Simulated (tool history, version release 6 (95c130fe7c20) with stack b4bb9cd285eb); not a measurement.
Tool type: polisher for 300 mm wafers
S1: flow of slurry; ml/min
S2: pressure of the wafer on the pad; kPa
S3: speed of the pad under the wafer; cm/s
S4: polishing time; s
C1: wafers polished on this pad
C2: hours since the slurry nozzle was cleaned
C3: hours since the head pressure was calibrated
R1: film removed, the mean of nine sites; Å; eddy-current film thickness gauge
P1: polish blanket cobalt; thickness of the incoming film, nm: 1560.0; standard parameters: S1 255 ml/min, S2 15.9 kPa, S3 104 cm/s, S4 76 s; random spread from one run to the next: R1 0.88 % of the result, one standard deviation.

run,hour,S1,S2,S3,S4,C1,C2,C3,R1
1,8.7,255,15.9,104,76,576,547.5,136.7,5508.8
2,17.2,255,23.4,128,76,676,556.0,145.2,9849.8
3,30.1,255,15.9,154,76,828,568.9,158.1,7942.0
4,42.9,255,9.0,104,76,979,581.7,170.9,3065.8
5,52.9,255,15.9,104,76,1096,591.7,180.9,5461.2
6,59.5,255,21.4,104,76,1174,598.3,187.5,7284.4
7,67.2,255,15.9,104,98,1265,606.0,195.2,7119.5
8,78.1,255,15.9,104,76,1393,616.9,206.1,5509.9
9,90.4,255,15.9,104,76,1538,629.2,218.4,5392.1
10,101.0,255,15.9,104,36,1662,639.8,229.0,2593.6
11,107.5,255,15.9,104,76,1739,646.3,235.5,5430.9
12,118.7,255,15.9,104,76,1871,657.5,246.7,5313.1
13,127.4,155,15.9,104,76,1973,666.2,255.4,5119.4
14,135.5,255,15.9,104,76,2068,674.3,263.5,5388.4
15,145.6,375,15.9,104,76,2187,684.4,273.6,5638.0
16,151.9,255,15.9,54,76,2261,690.7,279.9,2859.9
17,160.8,255,15.9,104,76,2366,699.6,288.8,5479.6
18,170.5,255,15.9,104,76,2480,709.3,298.5,5460.1
19,177.8,255,15.9,104,76,2566,716.6,305.8,5351.8
20,188.3,255,15.9,104,76,2690,727.1,316.3,5367.8
21,203.1,255,15.9,104,76,2864,741.9,331.1,5264.1

What does the tool deliver on the next run?
22,216.6,255,15.9,104,76,3023,755.4,344.6,?

{"run 22": {"R1": 5201.9}}
